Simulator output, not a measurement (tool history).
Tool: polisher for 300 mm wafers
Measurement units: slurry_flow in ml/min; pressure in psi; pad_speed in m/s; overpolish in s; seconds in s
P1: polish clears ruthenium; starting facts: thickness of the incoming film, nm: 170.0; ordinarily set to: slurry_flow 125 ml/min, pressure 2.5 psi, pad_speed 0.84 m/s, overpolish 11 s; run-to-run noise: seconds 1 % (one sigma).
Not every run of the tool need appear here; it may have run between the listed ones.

run,hour,slurry_flow,pressure,pad_speed,overpolish,seconds
1,8.2,125,2.5,0.84,11,131.320
2,15.9,125,2.5,0.84,11,131.810
3,21.1,125,2.5,0.40,11,268.870
4,25.9,125,2.5,0.84,11,129.770
5,34.4,125,2.5,0.84,5,129.350
6,43.6,125,1.3,0.84,11,254.270
7,52.8,125,3.4,0.84,18,96.871
8,60.0,125,2.5,0.84,20,131.790
9,67.7,125,3.6,1.04,11,72.436
10,73.9,75,3.8,0.84,11,97.796
11,81.0,195,2.5,0.84,11,121.050
12,85.5,125,3.2,0.84,11,102.320
13,92.1,125,2.5,0.84,11,130.300
14,98.6,125,2.5,1.10,11,99.993
15,105.2,75,2.5,0.84,11,147.700

Estimate the outcome of run 16 from the log above:
16,110.7,125,2.5,0.84,11,?

seconds: 130.200 s

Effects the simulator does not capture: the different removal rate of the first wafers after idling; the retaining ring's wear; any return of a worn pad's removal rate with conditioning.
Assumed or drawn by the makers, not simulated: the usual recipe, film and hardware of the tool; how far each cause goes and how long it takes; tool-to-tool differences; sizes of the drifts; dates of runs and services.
